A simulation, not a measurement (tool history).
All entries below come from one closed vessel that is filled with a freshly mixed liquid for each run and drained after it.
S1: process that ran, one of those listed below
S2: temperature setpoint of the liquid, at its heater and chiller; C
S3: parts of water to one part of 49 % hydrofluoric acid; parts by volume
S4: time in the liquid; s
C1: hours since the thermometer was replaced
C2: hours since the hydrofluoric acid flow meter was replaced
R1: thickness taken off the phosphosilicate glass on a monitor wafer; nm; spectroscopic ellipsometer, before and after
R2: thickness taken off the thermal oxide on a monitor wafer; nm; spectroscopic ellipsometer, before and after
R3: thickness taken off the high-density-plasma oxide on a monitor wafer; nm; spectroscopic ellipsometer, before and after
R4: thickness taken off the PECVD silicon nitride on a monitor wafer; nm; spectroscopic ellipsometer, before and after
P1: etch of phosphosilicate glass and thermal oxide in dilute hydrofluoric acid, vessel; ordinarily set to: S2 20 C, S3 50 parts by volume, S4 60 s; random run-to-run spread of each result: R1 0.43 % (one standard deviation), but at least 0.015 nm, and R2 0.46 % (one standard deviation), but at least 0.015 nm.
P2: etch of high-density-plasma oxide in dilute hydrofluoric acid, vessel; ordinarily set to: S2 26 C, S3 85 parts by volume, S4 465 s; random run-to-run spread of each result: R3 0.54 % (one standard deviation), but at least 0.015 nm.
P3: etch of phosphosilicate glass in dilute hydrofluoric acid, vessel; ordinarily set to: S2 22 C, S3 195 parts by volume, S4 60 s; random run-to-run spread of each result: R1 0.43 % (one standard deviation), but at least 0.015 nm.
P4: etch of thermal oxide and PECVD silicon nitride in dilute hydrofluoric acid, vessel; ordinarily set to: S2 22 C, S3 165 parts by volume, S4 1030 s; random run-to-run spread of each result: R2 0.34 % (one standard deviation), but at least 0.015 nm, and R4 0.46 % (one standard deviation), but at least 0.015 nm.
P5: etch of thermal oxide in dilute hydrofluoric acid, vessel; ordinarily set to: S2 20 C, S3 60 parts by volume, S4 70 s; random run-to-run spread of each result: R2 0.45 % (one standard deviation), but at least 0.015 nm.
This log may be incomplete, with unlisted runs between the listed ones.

{"run": 1, "hour": 5.1, "S1": "P1", "S2": 20, "S3": 50, "S4": 60, "C1": 1091.7, "C2": 208.1, "R1": 118.38, "R2": 5.2149}
{"run": 2, "hour": 8.4, "S1": "P2", "S2": 26, "S3": 35, "S4": 465, "C1": 1095, "C2": 211.4, "R3": 116.19}
{"run": 3, "hour": 15.3, "S1": "P1", "S2": 17, "S3": 50, "S4": 100, "C1": 1101.9, "C2": 218.3, "R1": 170.59, "R2": 7.5785}
{"run": 4, "hour": 21.0, "S1": "P3", "S2": 22, "S3": 195, "S4": 60, "C1": 1107.6, "C2": 224, "R1": 16.036}
{"run": 5, "hour": 27.7, "S1": "P2", "S2": 26, "S3": 85, "S4": 465, "C1": 1114.3, "C2": 230.7, "R3": 44.457}
{"run": 6, "hour": 32.2, "S1": "P1", "S2": 20, "S3": 50, "S4": 60, "C1": 1118.8, "C2": 235.2, "R1": 118.04, "R2": 5.2239}
{"run": 7, "hour": 36.6, "S1": "P1", "S2": 20, "S3": 70, "S4": 60, "C1": 1123.2, "C2": 239.6, "R1": 82.531, "R2": 3.6052}
{"run": 8, "hour": 40.3, "S1": "P5", "S2": 17, "S3": 60, "S4": 70, "C1": 1126.9, "C2": 243.3, "R2": 4.4888}
{"run": 9, "hour": 44.6, "S1": "P2", "S2": 26, "S3": 85, "S4": 465, "C1": 1131.2, "C2": 247.6, "R3": 44.261}
{"run": 10, "hour": 51.6, "S1": "P3", "S2": 22, "S3": 35, "S4": 60, "C1": 1138.2, "C2": 254.6, "R1": 107.18}
{"run": 11, "hour": 54.9, "S1": "P1", "S2": 20, "S3": 50, "S4": 60, "C1": 1141.5, "C2": 257.9, "R1": 118.35, "R2": 5.1836}
{"run": 12, "hour": 58.1, "S1": "P1", "S2": 26.5, "S3": 50, "S4": 60, "C1": 1144.7, "C2": 261.1, "R1": 154.21, "R2": 6.829}
{"run": 13, "hour": 61.9, "S1": "P3", "S2": 22, "S3": 195, "S4": 30, "C1": 1148.5, "C2": 264.9, "R1": 7.9386}
{"run": 14, "hour": 66.6, "S1": "P5", "S2": 20, "S3": 60, "S4": 70, "C1": 1153.2, "C2": 269.6, "R2": 5.0737}
{"run": 15, "hour": 69.7, "S1": "P4", "S2": 22, "S3": 295, "S4": 1030, "C1": 1156.3, "C2": 272.7, "R2": 12.408, "R4": 5.3274}
{"run": 16, "hour": 76.3, "S1": "P4", "S2": 22, "S3": 165, "S4": 435, "C1": 1162.9, "C2": 279.3, "R2": 10.631, "R4": 4.0062}
{"run": 17, "hour": 83.4, "S1": "P1", "S2": 20, "S3": 50, "S4": 105, "C1": 1170, "C2": 286.4, "R1": 206.96, "R2": 9.1252}
{"run": 18, "hour": 88.8, "S1": "P5", "S2": 20, "S3": 60, "S4": 30, "C1": 1175.4, "C2": 291.8, "R2": 2.1689}
{"run": 19, "hour": 91.9, "S1": "P1", "S2": 20, "S3": 50, "S4": 30, "C1": 1178.5, "C2": 294.9, "R1": 58.626, "R2": 2.6089}
{"run": 20, "hour": 97.2, "S1": "P1", "S2": 20, "S3": 20, "S4": 60, "C1": 1183.8, "C2": 300.2, "R1": 305.14, "R2": 13.497}
{"run": 21, "hour": 103.0, "S1": "P2", "S2": 30, "S3": 85, "S4": 465, "C1": 1189.6, "C2": 306, "R3": 51.525}
{"run": 22, "hour": 106.8, "S1": "P1", "S2": 17, "S3": 50, "S4": 60, "C1": 1193.4, "C2": 309.8, "R1": 104.13, "R2": 4.5808}
{"run": 23, "hour": 110.8, "S1": "P1", "S2": 20, "S3": 50, "S4": 60, "C1": 1197.4, "C2": 313.8, "R1": 118.17, "R2": 5.2082}
{"run": 24, "hour": 115.4, "S1": "P4", "S2": 28.5, "S3": 165, "S4": 1030, "C1": 1202, "C2": 318.4, "R2": 31.969, "R4": 14.284}
{"run": 25, "hour": 119.9, "S1": "P3", "S2": 26, "S3": 195, "S4": 60, "C1": 1206.5, "C2": 322.9, "R1": 18.414}
{"run": 26, "hour": 125.1, "S1": "P4", "S2": 22, "S3": 165, "S4": 1030, "C1": 1211.7, "C2": 328.1, "R2": 25.168, "R4": 9.4522}
{"run": 27, "hour": 131.4, "S1": "P3", "S2": 22, "S3": 195, "S4": 60, "C1": 1218, "C2": 334.4, "R1": 15.896}
{"run": 28, "hour": 135.4, "S1": "P5", "S2": 20, "S3": 85, "S4": 70, "C1": 1222, "C2": 338.4, "R2": 3.4787}
{"run": 29, "hour": 140.3, "S1": "P2", "S2": 26, "S3": 85, "S4": 45, "C1": 1226.9, "C2": 343.3, "R3": 4.2606}
{"run": 30, "hour": 145.3, "S1": "P1", "S2": 20, "S3": 50, "S4": 60, "C1": 1231.9, "C2": 348.3, "R1": 118.18, "R2": 5.2055}
{"run": 31, "hour": 149.2, "S1": "P1", "S2": 20, "S3": 50, "S4": 60, "C1": 1235.8, "C2": 352.2, "R1": 115.09, "R2": 5.1089}
{"run": 32, "hour": 153.9, "S1": "P1", "S2": 20, "S3": 50, "S4": 60, "C1": 1240.5, "C2": 356.9, "R1": 113.06, "R2": 4.9727}
{"run": 33, "hour": 159.1, "S1": "P1", "S2": 20, "S3": 50, "S4": 60, "C1": 1245.7, "C2": 362.1, "R1": 111.44, "R2": 4.8666}
{"run": 34, "hour": 165.6, "S1": "P1", "S2": 20, "S3": 50, "S4": 60, "C1": 1252.2, "C2": 368.6, "R1": 109.58, "R2": 4.8401}
{"run": 35, "hour": 171.8, "S1": "P1", "S2": 20, "S3": 50, "S4": 60, "C1": 1258.4, "C2": 374.8, "R1": 108.81, "R2": 4.836}
{"run": 36, "hour": 178.1, "S1": "P1", "S2": 20, "S3": 50, "S4": 60, "C1": 1264.7, "C2": 381.1, "R1": 109.09, "R2": 4.7792}
{"run": 37, "hour": 182.3, "S1": "P1", "S2": 20, "S3": 50, "S4": 60, "C1": 1268.9, "C2": 385.3, "R1": 108.67, "R2": 4.7973}
{"run": 38, "hour": 188.0, "S1": "P1", "S2": 20, "S3": 50, "S4": 60, "C1": 1274.6, "C2": 391, "R1": 108.74, "R2": 4.7815}

P1 has crept away from where it was. The log is fitted equally well by each of these 2 causes, at the sizes shown:
A: hydrofluoric acid flow below the setpoint (%) = 7.31
B: liquid colder than its thermometer reads (K) = 1.89
Onset of the creep was near hour 145.3.

Listed below are the offered check runs, one wafer per run, with question marks in place of results. For which of them would the causes give clearly different outcomes?
{"run": "check 1", "hour": 193.7, "S1": "P2", "S2": 26, "S3": 35, "S4": 65, "R3": "?"}
{"run": "check 2", "hour": 193.7, "S1": "P3", "S2": 22, "S3": 35, "S4": 30, "R1": "?"}
{"run": "check 3", "hour": 193.7, "S1": "P4", "S2": 25.5, "S3": 165, "S4": 620, "R2": "?", "R4": "?"}
{"run": "check 4", "hour": 193.7, "S1": "P5", "S2": 17, "S3": 85, "S4": 70, "R2": "?"}

How each check would come out, cause by cause:
check=check_1 result=R3 if_A=14.827 if_B=14.852
check=check_2 result=R1 if_A=49.255 if_B=49.201
check=check_3 result=R2 if_A=15.823 if_B=16.139
check=check_3 result=R4 if_A=6.5714 if_B=6.2824
check=check_4 result=R2 if_A=2.8248 if_B=2.8301
Per-check spread between the two closest causes, in the result where they differ most: check 1 0.17 %; check 2 0.11 %; check 3 4.5 %; check 4 0.19 %
Only in check 3 would the causes give clearly different results; in the remaining checks their results would be nearly the same.

The results of check 3 are: R2 15.789 nm; R4 6.6212 nm. Based on these, which of the listed causes is it?

It was cause A: hydrofluoric acid flow below the setpoint (%).
